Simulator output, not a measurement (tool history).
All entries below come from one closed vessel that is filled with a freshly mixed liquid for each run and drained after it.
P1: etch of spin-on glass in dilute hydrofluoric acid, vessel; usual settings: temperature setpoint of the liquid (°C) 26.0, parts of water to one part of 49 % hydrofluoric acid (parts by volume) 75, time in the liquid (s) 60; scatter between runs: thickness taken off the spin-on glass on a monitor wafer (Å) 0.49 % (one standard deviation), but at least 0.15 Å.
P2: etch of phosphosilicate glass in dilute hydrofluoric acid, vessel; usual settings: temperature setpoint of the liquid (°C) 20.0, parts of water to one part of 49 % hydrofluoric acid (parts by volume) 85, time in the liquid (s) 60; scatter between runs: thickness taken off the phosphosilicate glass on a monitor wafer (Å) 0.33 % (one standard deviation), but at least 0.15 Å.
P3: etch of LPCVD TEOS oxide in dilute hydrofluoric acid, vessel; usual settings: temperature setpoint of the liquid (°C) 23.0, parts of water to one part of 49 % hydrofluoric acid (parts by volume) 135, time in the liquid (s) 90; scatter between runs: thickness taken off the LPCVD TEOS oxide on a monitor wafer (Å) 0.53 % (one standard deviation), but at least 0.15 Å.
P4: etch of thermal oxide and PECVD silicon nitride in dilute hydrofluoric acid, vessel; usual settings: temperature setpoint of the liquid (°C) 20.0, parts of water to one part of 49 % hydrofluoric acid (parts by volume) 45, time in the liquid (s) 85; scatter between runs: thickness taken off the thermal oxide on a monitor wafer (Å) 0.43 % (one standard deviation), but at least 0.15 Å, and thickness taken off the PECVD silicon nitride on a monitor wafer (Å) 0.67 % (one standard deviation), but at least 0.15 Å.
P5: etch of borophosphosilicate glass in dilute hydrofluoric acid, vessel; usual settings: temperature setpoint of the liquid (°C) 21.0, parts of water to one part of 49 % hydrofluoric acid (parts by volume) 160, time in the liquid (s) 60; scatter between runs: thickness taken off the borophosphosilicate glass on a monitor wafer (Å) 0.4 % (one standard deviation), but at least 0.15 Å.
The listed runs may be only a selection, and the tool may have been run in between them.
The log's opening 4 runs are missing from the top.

run   hour  process that ran  temperature setpoint of the liquid (°C)  parts of water to one part of 49 % hydrofluoric acid (parts by volume)  time in the liquid (s)  hours since the thermometer was replaced  hours since the hydrofluoric acid flow meter was replaced  thickness taken off the spin-on glass on a monitor wafer (Å)  thickness taken off the LPCVD TEOS oxide on a monitor wafer (Å)  thickness taken off the thermal oxide on a monitor wafer (Å)  thickness taken off the PECVD silicon nitride on a monitor wafer (Å)  thickness taken off the borophosphosilicate glass on a monitor wafer (Å)  thickness taken off the phosphosilicate glass on a monitor wafer (Å)
  5   52.0                P1                                     21.5                                                                      75                      90                                     880.6                                                      381.2                                                        326.24
  6   62.4                P4                                     24.0                                                                      45                      85                                     891.0                                                      391.6                                                                                                                                                                                       94.387                                                                43.336
      73.3  -- hydrofluoric acid flow meter replaced
  7   77.2                P5                                     21.0                                                                     160                      30                                     905.8                                                        4.0                                                                                                                                                                                                                                                                                                                                       71.657
  8   88.6                P5                                     21.0                                                                      45                      60                                     917.2                                                       15.4                                                                                                                                                                                                                                                                                                                                      571.320
  9   97.8                P1                                     29.5                                                                      75                     105                                     926.4                                                       24.6                                                        522.27
 10  109.9                P1                                     26.0                                                                     120                      60                                     938.5                                                       36.7                                                        151.54
 11  119.2                P1                                     26.0                                                                      75                      60                                     947.8                                                       46.0                                                        260.19
 12  128.4                P1                                     26.0                                                                      30                      60                                     957.0                                                       55.2                                                        686.15
 13  135.0                P2                                     20.0                                                                      85                      60                                     963.6                                                       61.8                                                                                                                                                                                                                                                                                                                                                                                                             785.52
 14  147.4                P1                                     26.0                                                                      75                      60                                     976.0                                                       74.2                                                        260.58
 15  155.0                P2                                     17.0                                                                      85                      60                                     983.6                                                       81.8                                                                                                                                                                                                                                                                                                                                                                                                             694.58
 16  166.7                P1                                     26.0                                                                      75                      30                                     995.3                                                       93.5                                                        130.38
 17  174.1                P2                                     20.0                                                                      85                     100                                    1002.7                                                      100.9                                                                                                                                                                                                                                                                                                                                                                                                            1314.30
 18  186.1                P1                                     26.0                                                                     135                      90                                    1014.7                                                      112.9                                                        201.15
 19  201.2                P2                                     20.0                                                                     120                      60                                    1029.8                                                      128.0                                                                                                                                                                                                                                                                                                                                                                                                             536.11
 20  210.1                P5                                     21.0                                                                     160                      60                                    1038.7                                                      136.9                                                                                                                                                                                                                                                                                                                                      141.970
 21  217.8                P2                                     20.0                                                                      85                      60                                    1046.4                                                      144.6                                                                                                                                                                                                                                                                                                                                                                                                             782.21
 22  226.1                P3                                     23.0                                                                      40                      90                                    1054.7                                                      152.9                                                                                                                         488.00
 23  241.3                P3                                     23.0                                                                     135                      90                                    1069.9                                                      168.1                                                                                                                         127.04
 24  248.9                P4                                     20.0                                                                      30                      85                                    1077.5                                                      175.7                                                                                                                                                                                      120.940                                                                49.065
 25  261.7                P1                                     31.5                                                                      75                      60                                    1090.3                                                      188.5                                                        318.68
 26  272.9                P1                                     26.0                                                                      75                      60                                    1101.5                                                      199.7                                                        260.61
 27  287.3                P4                                     20.0                                                                      45                      30                                    1115.9                                                      214.1                                                                                                                                                                                       28.016                                                                11.565

Run 28 is up next; what results do you expect?
 28  294.2                P4                                     20.0                                                                      45                      85                                    1122.8                                                      221.0                                                                                                                                                                                            ?                                                                     ?

{"run 28": {"thickness taken off the thermal oxide on a monitor wafer (Å)": 79.158, "thickness taken off the PECVD silicon nitride on a monitor wafer (Å)": 33.27}}
